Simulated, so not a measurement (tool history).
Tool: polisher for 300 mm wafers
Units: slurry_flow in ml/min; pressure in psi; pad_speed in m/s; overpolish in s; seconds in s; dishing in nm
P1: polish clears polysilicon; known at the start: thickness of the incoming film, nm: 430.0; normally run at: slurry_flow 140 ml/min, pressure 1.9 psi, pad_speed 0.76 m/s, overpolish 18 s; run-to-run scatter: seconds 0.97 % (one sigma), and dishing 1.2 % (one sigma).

run,hour,slurry_flow,pressure,pad_speed,overpolish,wafers polished on this pad,hours since the slurry nozzle was cleaned,hours since the head pressure was calibrated,seconds,dishing
1,3.1,140,1.9,0.76,18,605,404.0,331.0,61.271,53.399
2,7.5,140,1.9,1.12,18,652,408.4,335.4,41.430,58.412
3,10.4,140,1.0,0.76,18,684,411.3,338.3,116.750,40.618
4,16.4,140,1.9,0.76,18,748,417.3,344.3,61.237,53.755
5,21.1,140,1.9,0.76,7,799,422.0,349.0,61.806,33.408
6,24.9,185,1.9,0.76,18,840,425.8,352.8,58.737,53.820
7,28.5,140,1.9,0.76,18,879,429.4,356.4,60.363,54.049
8,33.1,140,2.6,0.76,18,929,434.0,361.0,45.309,59.209
9,38.2,140,1.9,0.76,18,984,439.1,366.1,61.380,53.892
10,41.1,140,1.9,0.38,18,1015,442.0,369.0,124.100,39.150
11,45.3,85,1.9,0.76,18,1060,446.2,373.2,67.806,51.886
12,51.1,140,1.9,0.76,18,1123,452.0,379.0,60.272,52.462
13,54.4,85,1.9,0.60,18,1158,455.3,382.3,86.894,48.321
14,58.3,140,1.9,0.76,32,1200,459.2,386.2,60.795,59.079
15,61.1,140,1.9,0.76,18,1231,462.0,389.0,61.685,53.318
16,64.6,140,1.9,0.76,18,1268,465.5,392.5,62.998,52.744
17,69.4,140,1.9,0.76,18,1320,470.3,397.3,62.687,53.385
18,73.0,140,1.9,0.76,18,1359,473.9,400.9,65.181,52.403
# hour 78.7: head pressure recalibrated
19,78.8,140,1.9,0.76,18,1422,479.7,0.1,66.352,52.539
20,82.7,140,1.9,0.76,18,1464,483.6,4.0,65.301,52.893
21,88.6,140,1.9,0.76,18,1527,489.5,9.9,67.038,51.096
22,93.4,140,1.9,0.76,18,1579,494.3,14.7,67.096,51.054
23,99.1,140,1.9,0.76,18,1641,500.0,20.4,67.928,51.319
24,104.0,140,1.9,0.76,18,1693,504.9,25.3,67.495,51.953
25,108.4,140,1.9,0.76,18,1741,509.3,29.7,68.175,50.380

What P1 gives has crept away from where it was. These 2 causes fit the log equally well, each at the size given:
A: slurry flow missing at the pad, % = 36.6
B: removal rate lost through wear of the pad, % = 9.86
The creep began at about hour 61.1.
Why every other cause is out:
head's pressure below its setpoint, %: serviced at hour 78.7, which brought nothing back

4 check runs are offered, each on 2 wafers whose results are averaged, their results left as question marks. Which one tells the causes apart?
check 1,112.8,85,1.9,0.76,18,,,,?,?
check 2,112.8,140,1.9,0.96,11,,,,?,?
check 3,112.8,140,1.9,0.76,29,,,,?,?
check 4,112.8,140,1.9,0.52,28,,,,?,?

What each check would give under each cause:
check,result,if A,if B
check 1,seconds,80.482,76.146
check 1,dishing,48.511,49.619
check 2,seconds,53.679,53.682
check 2,dishing,46.693,46.692
check 3,seconds,67.806,67.809
check 3,dishing,58.457,58.456
check 4,seconds,99.100,99.105
check 4,dishing,52.909,52.908
How far apart the two closest causes lie, in the result that separates them most: check 1 5.54 %; check 2 0 %; check 3 0 %; check 4 0 %
Only check 1 tells the causes apart: in the others they would give nearly the same result.

Check 1 was then run and gave: seconds 80.175 s; dishing 48.178 nm. Which cause is it?

It is A: slurry flow missing at the pad, %.
